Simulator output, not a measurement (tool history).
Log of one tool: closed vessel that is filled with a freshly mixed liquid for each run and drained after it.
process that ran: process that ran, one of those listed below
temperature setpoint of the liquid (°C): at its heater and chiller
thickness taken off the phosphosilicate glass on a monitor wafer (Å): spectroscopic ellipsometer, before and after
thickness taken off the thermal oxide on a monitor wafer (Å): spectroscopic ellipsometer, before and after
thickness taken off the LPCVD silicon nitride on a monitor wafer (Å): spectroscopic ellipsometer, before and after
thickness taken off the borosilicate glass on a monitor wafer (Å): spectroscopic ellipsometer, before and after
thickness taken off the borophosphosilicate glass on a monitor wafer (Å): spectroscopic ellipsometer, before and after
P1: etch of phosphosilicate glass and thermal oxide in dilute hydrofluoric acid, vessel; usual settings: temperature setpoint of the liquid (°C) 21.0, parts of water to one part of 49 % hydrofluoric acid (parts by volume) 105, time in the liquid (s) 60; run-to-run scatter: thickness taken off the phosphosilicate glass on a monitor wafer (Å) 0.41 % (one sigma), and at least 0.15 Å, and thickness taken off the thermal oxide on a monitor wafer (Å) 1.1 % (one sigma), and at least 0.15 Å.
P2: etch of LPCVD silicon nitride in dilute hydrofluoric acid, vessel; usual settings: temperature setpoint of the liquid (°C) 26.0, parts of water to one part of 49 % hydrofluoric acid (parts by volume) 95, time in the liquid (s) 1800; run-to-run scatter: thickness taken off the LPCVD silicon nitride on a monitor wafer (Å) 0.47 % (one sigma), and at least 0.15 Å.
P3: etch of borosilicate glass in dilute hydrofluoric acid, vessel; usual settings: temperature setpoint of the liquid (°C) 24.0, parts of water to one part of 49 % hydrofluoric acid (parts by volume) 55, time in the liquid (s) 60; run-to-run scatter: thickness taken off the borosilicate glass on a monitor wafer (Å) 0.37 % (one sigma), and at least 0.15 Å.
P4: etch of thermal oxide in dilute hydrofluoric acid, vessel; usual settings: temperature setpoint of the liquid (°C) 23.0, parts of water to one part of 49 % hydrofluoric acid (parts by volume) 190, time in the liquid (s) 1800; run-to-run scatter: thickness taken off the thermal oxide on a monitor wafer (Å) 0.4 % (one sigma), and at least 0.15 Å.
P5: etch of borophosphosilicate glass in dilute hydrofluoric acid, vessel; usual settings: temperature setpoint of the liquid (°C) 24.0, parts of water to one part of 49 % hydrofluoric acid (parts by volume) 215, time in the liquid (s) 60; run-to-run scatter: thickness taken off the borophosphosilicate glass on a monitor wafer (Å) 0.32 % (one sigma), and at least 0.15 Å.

run,hour,process that ran,temperature setpoint of the liquid (°C),parts of water to one part of 49 % hydrofluoric acid (parts by volume),time in the liquid (s),hours since the thermometer was replaced,hours since the hydrofluoric acid flow meter was replaced,thickness taken off the phosphosilicate glass on a monitor wafer (Å),thickness taken off the thermal oxide on a monitor wafer (Å),thickness taken off the LPCVD silicon nitride on a monitor wafer (Å),thickness taken off the borosilicate glass on a monitor wafer (Å),thickness taken off the borophosphosilicate glass on a monitor wafer (Å)
1,5.9,P1,21.0,105,60,836.7,1227.2,309.72,25.065,,,
2,11.8,P2,18.0,95,1800,842.6,1233.1,,,62.941,,
3,15.4,P1,21.0,180,60,846.2,1236.7,165.72,13.082,,,
4,19.8,P1,21.0,105,60,850.6,1241.1,309.09,24.873,,,
5,25.1,P3,24.0,85,60,855.9,1246.4,,,,178.29,
6,29.4,P2,26.0,95,1800,860.2,1250.7,,,108.120,,
7,35.3,P1,21.0,105,60,866.1,1256.6,310.64,24.688,,,
8,40.6,P4,23.0,190,1800,871.4,1261.9,,373.820,,,
9,43.2,P1,21.0,105,30,874.0,1264.5,153.88,12.300,,,
10,47.1,P5,24.0,215,60,877.9,1268.4,,,,,103.980
11,49.9,P1,21.0,105,110,880.7,1271.2,563.53,45.323,,,
12,54.8,P4,17.5,190,1800,885.6,1276.1,,303.020,,,
13,59.9,P1,21.0,105,60,890.7,1281.2,307.65,24.561,,,
14,64.6,P4,23.0,190,1800,895.4,1285.9,,372.420,,,
15,69.1,P3,24.0,55,105,899.9,1290.4,,,,502.06,
16,72.5,P1,21.0,155,100,903.3,1293.8,332.58,26.574,,,
17,75.6,P3,32.0,55,60,906.4,1296.9,,,,393.45,
18,80.3,P1,21.0,105,60,911.1,1301.6,307.10,24.485,,,
19,85.6,P3,24.0,55,60,916.4,1306.9,,,,285.57,
20,91.6,P5,24.0,215,30,922.4,1312.9,,,,,52.104
21,95.6,P5,17.0,215,60,926.4,1316.9,,,,,79.570

Forecast run 22:
22,100.9,P4,23.0,30,1800,931.7,1322.2,,?,,,

{"run 22": {"thickness taken off the thermal oxide on a monitor wafer (Å)": 2857.7}}
